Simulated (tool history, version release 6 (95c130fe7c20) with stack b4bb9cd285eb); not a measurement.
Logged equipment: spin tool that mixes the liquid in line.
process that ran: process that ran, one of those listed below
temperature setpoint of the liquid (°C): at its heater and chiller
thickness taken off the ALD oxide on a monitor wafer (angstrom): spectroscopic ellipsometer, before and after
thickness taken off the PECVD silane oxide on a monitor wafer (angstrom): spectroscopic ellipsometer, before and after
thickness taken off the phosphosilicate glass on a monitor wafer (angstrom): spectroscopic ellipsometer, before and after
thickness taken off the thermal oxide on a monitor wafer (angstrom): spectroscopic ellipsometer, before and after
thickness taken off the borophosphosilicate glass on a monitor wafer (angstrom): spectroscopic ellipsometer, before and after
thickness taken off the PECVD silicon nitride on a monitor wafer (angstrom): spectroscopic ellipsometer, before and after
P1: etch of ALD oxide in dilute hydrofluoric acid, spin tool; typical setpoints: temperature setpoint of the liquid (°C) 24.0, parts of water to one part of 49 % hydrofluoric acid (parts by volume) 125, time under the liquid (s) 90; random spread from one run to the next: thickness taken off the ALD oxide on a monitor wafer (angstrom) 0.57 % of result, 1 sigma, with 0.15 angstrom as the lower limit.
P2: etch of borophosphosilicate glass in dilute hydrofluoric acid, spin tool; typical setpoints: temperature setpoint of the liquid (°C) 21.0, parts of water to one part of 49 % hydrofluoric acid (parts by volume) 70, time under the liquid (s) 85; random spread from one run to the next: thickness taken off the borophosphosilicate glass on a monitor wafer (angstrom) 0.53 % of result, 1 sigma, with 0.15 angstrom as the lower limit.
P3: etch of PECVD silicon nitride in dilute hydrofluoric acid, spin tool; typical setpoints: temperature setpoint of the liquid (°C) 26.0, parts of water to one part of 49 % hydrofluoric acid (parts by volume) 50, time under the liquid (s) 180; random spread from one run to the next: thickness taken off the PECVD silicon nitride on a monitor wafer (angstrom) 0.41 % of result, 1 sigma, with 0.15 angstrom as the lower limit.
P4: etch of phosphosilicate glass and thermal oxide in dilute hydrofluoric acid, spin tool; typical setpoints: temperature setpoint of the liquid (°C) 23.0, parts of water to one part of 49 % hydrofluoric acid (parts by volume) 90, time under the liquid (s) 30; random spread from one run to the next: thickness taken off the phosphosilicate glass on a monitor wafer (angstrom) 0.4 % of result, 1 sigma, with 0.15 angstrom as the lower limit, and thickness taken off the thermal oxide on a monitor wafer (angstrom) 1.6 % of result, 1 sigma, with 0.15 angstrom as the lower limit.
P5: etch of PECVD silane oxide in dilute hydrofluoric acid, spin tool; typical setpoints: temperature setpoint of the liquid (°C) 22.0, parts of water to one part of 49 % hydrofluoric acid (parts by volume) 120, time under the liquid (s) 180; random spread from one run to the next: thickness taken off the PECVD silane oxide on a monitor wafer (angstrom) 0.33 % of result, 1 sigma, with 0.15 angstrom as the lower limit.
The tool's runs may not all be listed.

run     day  process that ran  temperature setpoint of the liquid (°C)  parts of water to one part of 49 % hydrofluoric acid (parts by volume)  time under the liquid (s)  hours since the thermometer was replaced  hours since the hydrofluoric acid flow meter was replaced  thickness taken off the ALD oxide on a monitor wafer (angstrom)  thickness taken off the PECVD silane oxide on a monitor wafer (angstrom)  thickness taken off the phosphosilicate glass on a monitor wafer (angstrom)  thickness taken off the thermal oxide on a monitor wafer (angstrom)  thickness taken off the borophosphosilicate glass on a monitor wafer (angstrom)  thickness taken off the PECVD silicon nitride on a monitor wafer (angstrom)
  1   0.367                P1                                     24.0                                                                     125                         90                                     902.1                                                      159.3                                                          110.480
  2   0.871                P5                                     22.0                                                                     120                        260                                     914.2                                                      171.4                                                                                                                                     539.16
  3   1.179                P1                                     24.0                                                                     125                        130                                     921.6                                                      178.8                                                          159.850
  4   1.671                P4                                     23.0                                                                      90                         15                                     933.4                                                      190.6                                                                                                                                                                                                                  272.69                                                               7.8622
  5   2.300                P1                                     17.0                                                                     125                         90                                     948.5                                                      205.7                                                           82.168
  6   2.771                P5                                     22.0                                                                      75                        180                                     959.8                                                      217.0                                                                                                                                     626.78
  7   3.267                P2                                     21.0                                                                      45                         85                                     971.7                                                      228.9                                                                                                                                                                                                                                                                                                                                                                        769.12
  8   3.817                P3                                     20.5                                                                      50                        180                                     984.9                                                      242.1                                                                                                                                                                                                                                                                                                                                                                                                                                                     71.152
  9   4.250                P5                                     22.0                                                                     120                        180                                     995.3                                                      252.5                                                                                                                                     371.31
 10   4.758                P1                                     24.0                                                                     125                         90                                    1007.5                                                      264.7                                                          109.540
 11   5.242                P1                                     24.0                                                                     125                         90                                    1019.1                                                      276.3                                                          110.170
 12   5.696                P4                                     23.0                                                                      90                         30                                    1030.0                                                      287.2                                                                                                                                                                                                                  546.84                                                              16.0930
 13   6.350                P5                                     17.0                                                                     120                        180                                    1045.7                                                      302.9                                                                                                                                     303.76
 14   6.825                P1                                     30.0                                                                     125                         90                                    1057.1                                                      314.3                                                          138.560
 15   7.292                P1                                     24.0                                                                     125                         20                                    1068.3                                                      325.5                                                           24.321
 16   7.808                P1                                     24.0                                                                     180                         90                                    1080.7                                                      337.9                                                           72.041
 17   8.388                P2                                     17.0                                                                      70                         85                                    1094.6                                                      351.8                                                                                                                                                                                                                                                                                                                                                                        402.79
 18   8.983                P1                                     24.0                                                                     125                         90                                    1108.9                                                      366.1                                                          110.500
 19   9.379                P1                                     24.0                                                                     125                         90                                    1118.4                                                      375.6                                                          109.600
 20   9.958                P4                                     29.0                                                                      90                         30                                    1132.3                                                      389.5                                                                                                                                                                                                                  688.90                                                              19.8120
 21  10.400                P3                                     26.0                                                                      20                        180                                    1142.9                                                      400.1                                                                                                                                                                                                                                                                                                                                                                                                                                                    251.500
 22  10.858                P3                                     26.0                                                                      50                        345                                    1153.9                                                      411.1                                                                                                                                                                                                                                                                                                                                                                                                                                                    196.480
 23  11.208                P4                                     23.0                                                                     135                         30                                    1162.3                                                      419.5                                                                                                                                                                                                                  343.89                                                               9.6875
 24  11.804                P1                                     20.5                                                                     125                         30                                    1176.6                                                      433.8                                                           32.252
 25  12.492                P1                                     24.0                                                                     125                         90                                    1193.1                                                      450.3                                                          109.400
 26  12.808                P2                                     21.0                                                                      70                         40                                    1200.7                                                      457.9                                                                                                                                                                                                                                                                                                                                                                        224.68
 27  13.408                P1                                     24.0                                                                     125                         90                                    1215.1                                                      472.3                                                          109.360
 28  14.062                P3                                     26.0                                                                      50                        180                                    1230.8                                                      488.0                                                                                                                                                                                                                                                                                                                                                                                                                                                    102.050
 29  14.596                P3                                     26.0                                                                      50                        180                                    1243.6                                                      500.8                                                                                                                                                                                                                                                                                                                                                                                                                                                    102.720
 30  14.900                P1                                     24.0                                                                      30                         90                                    1250.9                                                      508.1                                                          520.460
 31  15.233                P2                                     21.0                                                                      70                         85                                    1258.9                                                      516.1                                                                                                                                                                                                                                                                                                                                                                        479.22
 32  15.758                P1                                     24.0                                                                     125                         90                                    1271.5                                                      528.7                                                          110.350

Forecast run 33:
 33  16.229                P1                                     24.0                                                                     125                         90                                    1282.8                                                      540.0                                                                ?

thickness taken off the ALD oxide on a monitor wafer (angstrom): 112.920
